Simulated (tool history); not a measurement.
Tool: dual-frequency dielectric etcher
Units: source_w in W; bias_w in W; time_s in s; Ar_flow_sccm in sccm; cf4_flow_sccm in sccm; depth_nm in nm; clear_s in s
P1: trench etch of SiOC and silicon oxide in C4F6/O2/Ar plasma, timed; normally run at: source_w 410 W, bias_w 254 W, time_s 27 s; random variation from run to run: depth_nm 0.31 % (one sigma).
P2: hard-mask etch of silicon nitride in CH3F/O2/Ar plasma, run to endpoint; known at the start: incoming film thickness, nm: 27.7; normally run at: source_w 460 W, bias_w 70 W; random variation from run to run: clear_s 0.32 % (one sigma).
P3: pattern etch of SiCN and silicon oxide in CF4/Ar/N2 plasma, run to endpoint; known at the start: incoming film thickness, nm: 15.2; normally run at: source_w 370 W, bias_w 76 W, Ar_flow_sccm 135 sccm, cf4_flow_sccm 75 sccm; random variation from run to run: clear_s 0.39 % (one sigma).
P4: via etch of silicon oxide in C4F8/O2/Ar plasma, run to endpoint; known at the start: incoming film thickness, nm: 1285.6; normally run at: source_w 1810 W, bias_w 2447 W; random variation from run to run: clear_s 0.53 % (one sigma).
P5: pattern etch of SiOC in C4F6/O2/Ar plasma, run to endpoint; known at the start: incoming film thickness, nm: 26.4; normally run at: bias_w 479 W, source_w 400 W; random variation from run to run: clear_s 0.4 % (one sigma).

| run | day | process | source_w | bias_w | time_s | Ar_flow_sccm | cf4_flow_sccm | hours since the last wet clean | hours since the last source power generator calibration | hours since the last bias power generator calibration | depth_nm | clear_s |
|---|---|---|---|---|---|---|---|---|---|---|---|---|
| 1 | 0.642 | P1 | 410 | 254 | 27 |  |  | 339.6 | 1472.7 | 868.3 | 61.43 |  |
| 2 | 1.021 | P1 | 520 | 254 | 27 |  |  | 348.7 | 1481.8 | 877.4 | 67.197 |  |
| 3 | 1.404 | P5 | 400 | 479 |  |  |  | 357.9 | 1491 | 886.6 |  | 9.0295 |
| 4 | 1.862 | P1 | 410 | 311 | 27 |  |  | 368.9 | 1502 | 897.6 | 65.37 |  |
| 5 | 2.325 | P2 | 460 | 70 |  |  |  | 380 | 1513.1 | 908.7 |  | 37.984 |
| 6 | 2.904 | P1 | 410 | 154 | 27 |  |  | 393.9 | 1527 | 922.6 | 52.091 |  |
| 7 | 3.342 | P1 | 410 | 254 | 27 |  |  | 404.4 | 1537.5 | 933.1 | 61.295 |  |
| 8 | 4.038 | P3 | 440 | 76 |  | 135 | 75 | 421.1 | 1554.2 | 949.8 |  | 17.965 |
| 9 | 4.504 | P1 | 410 | 254 | 27 |  |  | 432.3 | 1565.4 | 961 | 61.405 |  |
| 10 | 5.096 | P3 | 370 | 54 |  | 135 | 75 | 446.5 | 1579.6 | 975.2 |  | 23.494 |
| 11 | 5.817 | P1 | 410 | 254 | 15 |  |  | 463.8 | 1596.9 | 992.5 | 34.127 |  |
| 12 | 6.167 | P4 | 1810 | 2447 |  |  |  | 472.2 | 1605.3 | 1000.9 |  | 255.08 |
| 13 | 6.688 | P3 | 370 | 76 |  | 174 | 75 | 484.7 | 1617.8 | 1013.4 |  | 21.858 |
| 14 | 7.033 | P3 | 370 | 76 |  | 135 | 57 | 493 | 1626.1 | 1021.7 |  | 21.968 |
| 15 | 7.425 | P2 | 460 | 50 |  |  |  | 502.4 | 1635.5 | 1031.1 |  | 42.115 |
| 16 | 8.15 | P1 | 410 | 254 | 27 |  |  | 519.8 | 1652.9 | 1048.5 | 61.349 |  |
| 17 | 8.754 | P5 | 250 | 479 |  |  |  | 534.3 | 1667.4 | 1063 |  | 10.673 |
| 18 | 9.108 | P1 | 410 | 254 | 27 |  |  | 542.8 | 1675.9 | 1071.5 | 61.399 |  |
| 19 | 9.462 | P4 | 1810 | 3012 |  |  |  | 551.3 | 1684.4 | 1080 |  | 239.36 |
| 20 | 9.867 | P4 | 2200 | 2447 |  |  |  | 561 | 1694.1 | 1089.7 |  | 234.32 |
| 21 | 10.229 | P1 | 410 | 189 | 15 |  |  | 569.7 | 1702.8 | 1098.4 | 30.927 |  |
| 22 | 10.767 | P2 | 300 | 70 |  |  |  | 582.6 | 1715.7 | 1111.3 |  | 44.785 |
|  | 10.95 | wet clean of the chamber |
| 23 | 11.525 | P1 | 290 | 254 | 27 |  |  | 13.9 | 1733.9 | 1129.5 | 54.03 |  |
| 24 | 12.242 | P1 | 260 | 254 | 37 |  |  | 31.1 | 1751.1 | 1146.7 | 70.751 |  |
| 25 | 12.65 | P2 | 460 | 70 |  |  |  | 40.9 | 1760.9 | 1156.5 |  | 38.087 |
| 26 | 13.242 | P1 | 410 | 254 | 33.5 |  |  | 55.1 | 1775.1 | 1170.7 | 75.993 |  |
| 27 | 13.671 | P5 | 400 | 615 |  |  |  | 65.4 | 1785.4 | 1181 |  | 8.1579 |
| 28 | 14.242 | P3 | 370 | 76 |  | 135 | 75 | 79.1 | 1799.1 | 1194.7 |  | 20.833 |
| 29 | 14.779 | P1 | 410 | 254 | 27 |  |  | 92 | 1812 | 1207.6 | 61.478 |  |

Forecast run 30:
| 30 | 15.4 | P1 | 410 | 254 | 27 |  |  | 106.9 | 1826.9 | 1222.5 | ? |  |

Run 30 gave depth_nm 61.724 nm.
